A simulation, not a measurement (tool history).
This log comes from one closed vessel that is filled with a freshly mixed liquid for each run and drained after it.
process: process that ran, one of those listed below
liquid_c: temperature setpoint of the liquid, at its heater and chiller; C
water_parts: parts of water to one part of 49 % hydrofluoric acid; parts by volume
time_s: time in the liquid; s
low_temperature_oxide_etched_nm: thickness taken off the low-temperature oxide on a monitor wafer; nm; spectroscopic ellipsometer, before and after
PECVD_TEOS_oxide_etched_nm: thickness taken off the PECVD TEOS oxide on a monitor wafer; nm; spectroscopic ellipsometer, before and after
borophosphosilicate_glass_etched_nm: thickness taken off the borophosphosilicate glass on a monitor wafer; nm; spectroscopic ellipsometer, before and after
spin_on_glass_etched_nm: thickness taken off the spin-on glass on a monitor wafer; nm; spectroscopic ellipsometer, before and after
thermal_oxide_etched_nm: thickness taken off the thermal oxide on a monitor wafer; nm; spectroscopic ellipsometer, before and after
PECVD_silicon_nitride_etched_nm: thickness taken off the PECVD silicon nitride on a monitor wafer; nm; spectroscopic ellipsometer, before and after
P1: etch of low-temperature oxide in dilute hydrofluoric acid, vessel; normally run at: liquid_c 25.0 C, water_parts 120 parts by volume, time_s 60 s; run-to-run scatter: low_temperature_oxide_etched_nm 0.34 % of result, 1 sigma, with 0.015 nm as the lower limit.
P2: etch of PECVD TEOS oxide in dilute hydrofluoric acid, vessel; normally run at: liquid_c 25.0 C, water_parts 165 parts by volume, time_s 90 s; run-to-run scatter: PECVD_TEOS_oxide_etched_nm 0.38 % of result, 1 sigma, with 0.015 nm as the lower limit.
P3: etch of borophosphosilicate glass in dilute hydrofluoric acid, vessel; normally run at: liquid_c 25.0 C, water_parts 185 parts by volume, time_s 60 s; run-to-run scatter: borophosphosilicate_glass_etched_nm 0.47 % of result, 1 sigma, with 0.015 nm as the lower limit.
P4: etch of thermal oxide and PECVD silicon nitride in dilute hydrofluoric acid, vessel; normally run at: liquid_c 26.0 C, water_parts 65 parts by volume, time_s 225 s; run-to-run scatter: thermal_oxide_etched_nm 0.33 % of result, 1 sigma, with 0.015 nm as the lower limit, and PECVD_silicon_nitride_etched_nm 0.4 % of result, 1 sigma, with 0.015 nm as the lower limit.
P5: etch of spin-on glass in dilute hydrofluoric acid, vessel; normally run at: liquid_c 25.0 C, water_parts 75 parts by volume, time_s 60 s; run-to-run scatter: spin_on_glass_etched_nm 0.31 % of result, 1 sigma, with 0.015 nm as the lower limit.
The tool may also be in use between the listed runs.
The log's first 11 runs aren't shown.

| run | day | process | liquid_c | water_parts | time_s | low_temperature_oxide_etched_nm | PECVD_TEOS_oxide_etched_nm | borophosphosilicate_glass_etched_nm | spin_on_glass_etched_nm | thermal_oxide_etched_nm | PECVD_silicon_nitride_etched_nm |
|---|---|---|---|---|---|---|---|---|---|---|---|
| 12 | 2.554 | P4 | 22.0 | 65 | 225 |  |  |  |  | 15.458 | 11.394 |
| 13 | 2.796 | P3 | 18.5 | 185 | 60 |  |  | 12.658 |  |  |  |
| 14 | 2.938 | P5 | 17.0 | 75 | 60 |  |  |  | 14.545 |  |  |
| 15 | 3.092 | P2 | 25.0 | 165 | 30 |  | 2.2172 |  |  |  |  |
| 16 | 3.358 | P1 | 25.0 | 120 | 100 | 18.1490 |  |  |  |  |  |
| 17 | 3.517 | P1 | 25.0 | 215 | 60 | 5.5009 |  |  |  |  |  |
| 18 | 3.796 | P1 | 25.0 | 120 | 60 | 10.8460 |  |  |  |  |  |
| 19 | 3.983 | P1 | 25.0 | 120 | 30 | 5.4405 |  |  |  |  |  |
| 20 | 4.262 | P3 | 25.0 | 95 | 60 |  |  | 35.244 |  |  |  |
| 21 | 4.571 | P4 | 26.0 | 65 | 225 |  |  |  |  | 18.203 | 14.846 |
| 22 | 4.883 | P2 | 25.0 | 165 | 90 |  | 6.5691 |  |  |  |  |
| 23 | 5.042 | P5 | 25.0 | 75 | 60 |  |  |  | 20.122 |  |  |
| 24 | 5.271 | P1 | 19.0 | 120 | 85 | 12.2250 |  |  |  |  |  |
| 25 | 5.554 | P1 | 25.0 | 120 | 60 | 10.8770 |  |  |  |  |  |
| 26 | 5.758 | P1 | 29.0 | 120 | 60 | 12.7540 |  |  |  |  |  |

What does the tool deliver on the next run?
| 27 | 6.000 | P4 | 26.0 | 30 | 225 |  |  |  |  | ? | ? |

thermal_oxide_etched_nm: 41.650 nm
PECVD_silicon_nitride_etched_nm: 31.721 nm

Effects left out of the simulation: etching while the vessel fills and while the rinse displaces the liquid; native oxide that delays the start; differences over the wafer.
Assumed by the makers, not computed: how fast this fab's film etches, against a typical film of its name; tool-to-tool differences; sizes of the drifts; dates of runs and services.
